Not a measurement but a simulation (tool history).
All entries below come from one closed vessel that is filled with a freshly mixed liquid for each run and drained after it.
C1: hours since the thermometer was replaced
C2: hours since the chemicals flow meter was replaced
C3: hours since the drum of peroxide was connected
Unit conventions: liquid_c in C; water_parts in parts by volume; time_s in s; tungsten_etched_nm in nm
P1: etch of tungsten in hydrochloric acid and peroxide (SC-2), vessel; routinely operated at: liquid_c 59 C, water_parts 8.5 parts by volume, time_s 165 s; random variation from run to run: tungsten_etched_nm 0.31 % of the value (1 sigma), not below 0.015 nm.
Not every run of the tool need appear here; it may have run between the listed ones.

Run 1, hour 7.9: liquid_c 59 C, water_parts 8.5 parts by volume, time_s 165 s; C1 468.8; C2 805.3; C3 342. Result: tungsten_etched_nm 45.338 nm.
Run 2, hour 14.2: liquid_c 59 C, water_parts 8.5 parts by volume, time_s 165 s; C1 475.1; C2 811.6; C3 348.3. Result: tungsten_etched_nm 45.548 nm.
Run 3, hour 22.3: liquid_c 66.5 C, water_parts 8.5 parts by volume, time_s 285 s; C1 483.2; C2 819.7; C3 356.4. Result: tungsten_etched_nm 124.81 nm.
Run 4, hour 28.3: liquid_c 59 C, water_parts 4 parts by volume, time_s 165 s; C1 489.2; C2 825.7; C3 362.4. Result: tungsten_etched_nm 79.191 nm.
Run 5, hour 35.1: liquid_c 59 C, water_parts 8.5 parts by volume, time_s 165 s; C1 496; C2 832.5; C3 369.2. Result: tungsten_etched_nm 45.25 nm.
Run 6, hour 41: liquid_c 71 C, water_parts 8.5 parts by volume, time_s 30 s; C1 501.9; C2 838.4; C3 375.1. Result: tungsten_etched_nm 17.199 nm.
Run 7, hour 48.5: liquid_c 59 C, water_parts 13 parts by volume, time_s 280 s; C1 509.4; C2 845.9; C3 382.6. Result: tungsten_etched_nm 53.766 nm.
Run 8, hour 54.4: liquid_c 59 C, water_parts 8.5 parts by volume, time_s 165 s; C1 515.3; C2 851.8; C3 388.5. Result: tungsten_etched_nm 45.434 nm.
Run 9, hour 63.3: liquid_c 59 C, water_parts 15 parts by volume, time_s 165 s; C1 524.2; C2 860.7; C3 397.4. Result: tungsten_etched_nm 28.109 nm.
Run 10, hour 67.3: liquid_c 45.5 C, water_parts 8.5 parts by volume, time_s 165 s; C1 528.2; C2 864.7; C3 401.4. Result: tungsten_etched_nm 18.643 nm.
Run 11, hour 75.8: liquid_c 59 C, water_parts 8.5 parts by volume, time_s 165 s; C1 536.7; C2 873.2; C3 409.9. Result: tungsten_etched_nm 45.468 nm.
Run 12, hour 83.6: liquid_c 59 C, water_parts 8.5 parts by volume, time_s 70 s; C1 544.5; C2 881; C3 417.7. Result: tungsten_etched_nm 19.192 nm.
Run 13, hour 90.8: liquid_c 59 C, water_parts 8.5 parts by volume, time_s 165 s; C1 551.7; C2 888.2; C3 424.9. Result: tungsten_etched_nm 45.476 nm.
At hour 94.7: chemicals flow meter replaced.
Run 14, hour 98.8: liquid_c 59 C, water_parts 8.5 parts by volume, time_s 165 s; C1 559.7; C2 4.1; C3 432.9. Result: tungsten_etched_nm 45.224 nm.

Forecast run 15:
Run 15, hour 103.5: liquid_c 59 C, water_parts 8.5 parts by volume, time_s 295 s; C1 564.4; C2 8.8; C3 437.6. Result: tungsten_etched_nm ?.

tungsten_etched_nm: 81.137 nm

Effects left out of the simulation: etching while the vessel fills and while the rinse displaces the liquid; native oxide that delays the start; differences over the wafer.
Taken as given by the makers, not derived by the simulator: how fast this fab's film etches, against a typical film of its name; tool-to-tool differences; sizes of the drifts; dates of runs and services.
